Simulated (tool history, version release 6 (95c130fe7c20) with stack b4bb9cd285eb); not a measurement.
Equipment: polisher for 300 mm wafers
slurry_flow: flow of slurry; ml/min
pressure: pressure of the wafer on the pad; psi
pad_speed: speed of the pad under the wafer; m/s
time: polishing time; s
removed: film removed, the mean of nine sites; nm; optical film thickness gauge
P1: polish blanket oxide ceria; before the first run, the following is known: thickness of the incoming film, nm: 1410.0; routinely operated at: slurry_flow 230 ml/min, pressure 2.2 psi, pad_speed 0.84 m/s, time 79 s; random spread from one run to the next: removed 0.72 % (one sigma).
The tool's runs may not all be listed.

run   hour  slurry_flow  pressure  pad_speed  time  removed
  1    7.8          230       2.2       0.84    79  176.640
  2   18.7          230       2.2       0.84   120  268.950
  3   28.2          315       2.2       0.84    79  180.680
  4   36.2          230       1.0       0.84    79   79.937
  5   43.4          230       2.2       0.54    79  113.700
  6   49.5          230       2.2       0.84    79  176.120
  7   56.6          230       2.2       0.84    37   81.675
  8   67.1          140       2.2       0.84    79  165.320
      73.3  -- slurry nozzle cleaned
  9   77.6          170       3.2       0.84    79  246.150
 10   84.3          230       2.2       0.84    79  177.050
 11   94.3          230       2.2       0.84    79  177.310
 12  106.6          230       2.2       1.32    79  279.430
 13  114.5          230       2.2       0.84    79  178.430
 14  123.0          230       2.2       1.10   109  318.890
 15  134.7          140       2.2       0.84   101  209.650
 16  145.8          230       3.2       0.84    79  255.700
 17  151.2          230       2.2       0.84    79  179.000
 18  161.1          230       2.2       0.84    79  176.390
 19  172.5          230       2.2       0.84    79  172.030
 20  181.4          230       2.2       0.84    79  172.060
 21  191.7          230       2.2       0.84    79  170.110
 22  197.7          230       2.2       0.84    79  169.570
     204.2  -- worn pad replaced by a new one
 23  208.5          230       2.2       0.84    79  169.430
 24  214.6          230       2.2       0.84    79  169.650
 25  223.4          230       2.2       0.84    79  166.850
 26  229.9          230       2.2       0.84    79  167.570
 27  235.5          230       2.2       0.84    79  166.940

The next listed run, before its measurement:
 28  247.1          230       2.2       0.84    79        ?

{"run 28": {"removed": 167.53}}

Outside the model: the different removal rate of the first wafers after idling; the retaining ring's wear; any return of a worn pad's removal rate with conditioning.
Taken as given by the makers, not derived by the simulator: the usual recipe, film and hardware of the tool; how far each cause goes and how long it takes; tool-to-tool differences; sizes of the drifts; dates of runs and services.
